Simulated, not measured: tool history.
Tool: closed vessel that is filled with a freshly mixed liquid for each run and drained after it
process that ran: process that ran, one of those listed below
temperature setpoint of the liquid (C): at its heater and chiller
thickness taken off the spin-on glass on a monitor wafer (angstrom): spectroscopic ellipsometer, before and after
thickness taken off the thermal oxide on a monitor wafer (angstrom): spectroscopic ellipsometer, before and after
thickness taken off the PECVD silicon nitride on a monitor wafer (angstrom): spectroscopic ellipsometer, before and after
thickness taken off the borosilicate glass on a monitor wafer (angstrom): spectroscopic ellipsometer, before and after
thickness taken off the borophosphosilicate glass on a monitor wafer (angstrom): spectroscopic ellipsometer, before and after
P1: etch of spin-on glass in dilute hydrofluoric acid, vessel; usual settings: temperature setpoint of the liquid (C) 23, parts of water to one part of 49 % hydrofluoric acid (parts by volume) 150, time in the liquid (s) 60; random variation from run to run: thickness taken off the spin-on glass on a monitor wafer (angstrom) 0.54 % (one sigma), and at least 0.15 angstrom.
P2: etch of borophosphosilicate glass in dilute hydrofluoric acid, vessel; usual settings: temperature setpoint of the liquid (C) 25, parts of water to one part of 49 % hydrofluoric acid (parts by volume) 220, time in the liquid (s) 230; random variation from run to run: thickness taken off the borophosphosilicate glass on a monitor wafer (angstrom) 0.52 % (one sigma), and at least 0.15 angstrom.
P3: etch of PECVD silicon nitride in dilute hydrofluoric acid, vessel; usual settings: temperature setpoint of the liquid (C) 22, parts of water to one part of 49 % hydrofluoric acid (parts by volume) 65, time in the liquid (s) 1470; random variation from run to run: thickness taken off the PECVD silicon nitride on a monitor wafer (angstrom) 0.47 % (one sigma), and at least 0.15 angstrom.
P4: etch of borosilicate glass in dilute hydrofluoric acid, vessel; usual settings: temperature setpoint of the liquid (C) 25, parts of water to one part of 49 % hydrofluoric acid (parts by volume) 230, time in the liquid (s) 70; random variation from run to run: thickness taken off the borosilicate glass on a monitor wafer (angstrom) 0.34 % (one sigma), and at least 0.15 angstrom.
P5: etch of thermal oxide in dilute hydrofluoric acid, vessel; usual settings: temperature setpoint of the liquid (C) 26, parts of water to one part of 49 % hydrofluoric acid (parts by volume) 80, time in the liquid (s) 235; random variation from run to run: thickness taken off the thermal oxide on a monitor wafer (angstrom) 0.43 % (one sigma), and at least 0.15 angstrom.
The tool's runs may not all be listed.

run	hour	process that ran	temperature setpoint of the liquid (C)	parts of water to one part of 49 % hydrofluoric acid (parts by volume)	time in the liquid (s)	hours since the thermometer was replaced	hours since the hydrofluoric acid flow meter was replaced	thickness taken off the spin-on glass on a monitor wafer (angstrom)	thickness taken off the thermal oxide on a monitor wafer (angstrom)	thickness taken off the PECVD silicon nitride on a monitor wafer (angstrom)	thickness taken off the borosilicate glass on a monitor wafer (angstrom)	thickness taken off the borophosphosilicate glass on a monitor wafer (angstrom)
1	9.3	P1	23	150	60	1261.8	83.6	157.02				
2	14.1	P5	26	30	235	1266.6	88.4		425.95			
3	18.3	P3	17	65	1470	1270.8	92.6			235.73		
4	23.5	P4	25	230	70	1276	97.8				78.501	
5	30.9	P1	19	150	115	1283.4	105.2	258.42				
6	38.7	P3	22	65	1470	1291.2	113			333.39		
7	47.7	P2	25	220	340	1300.2	122					434.52
8	56.4	P4	25	230	35	1308.9	130.7				39.441	
9	63.9	P1	23	150	60	1316.4	138.2	157.5				
# hour 69.9: thermometer replaced
10	73.6	P1	23	95	60	3.7	147.9	264.24				
11	81.2	P2	18	220	230	11.3	155.5					227.92
12	87.9	P1	23	150	60	18	162.2	155.39				
13	93.2	P1	23	55	90	23.3	167.5	719.22				
14	100.6	P1	23	150	60	30.7	174.9	154.26				
15	109.3	P1	23	150	30	39.4	183.6	77.02				
16	117.4	P1	28.5	150	60	47.5	191.7	193.12				
17	123.1	P5	26	80	455	53.2	197.4		285.59			
18	131.6	P1	23	150	90	61.7	205.9	233.55				
# hour 132.3: hydrofluoric acid flow meter replaced
19	136.3	P2	25	115	230	66.4	4					636.73
20	142.6	P1	17	150	60	72.7	10.3	122.71				
21	150.1	P3	22	65	220	80.2	17.8			50.704		
22	158.5	P4	19	230	70	88.6	26.2				62.56	
23	166.4	P1	23	150	60	96.5	34.1	156.11				
24	175	P2	25	220	230	105.1	42.7					291.11
25	180	P2	25	220	230	110.1	47.7					296.14
26	185.1	P5	26	80	235	115.2	52.8		149.37			
27	191.6	P4	25	405	70	121.7	59.3				37.045	
28	196.1	P3	22	65	1470	126.2	63.8			335.51		
29	200.6	P3	22	20	1470	130.7	68.3			1046.8		
30	206.3	P5	18	80	235	136.4	74		107.14			
31	212.9	P1	23	150	60	143	80.6	156.37				
32	217.9	P1	23	260	60	148	85.6	80.466				
33	226.4	P1	23	150	60	156.5	94.1	155.92				
34	233	P1	23	150	60	163.1	100.7	154				
35	241.6	P1	23	150	60	171.7	109.3	150.79				
36	248.6	P1	23	150	60	178.7	116.3	149.36				
37	255.5	P1	23	150	60	185.6	123.2	148.07				

Forecast run 38:
38	265.3	P1	23	150	60	195.4	133	?				

thickness taken off the spin-on glass on a monitor wafer (angstrom): 146.78
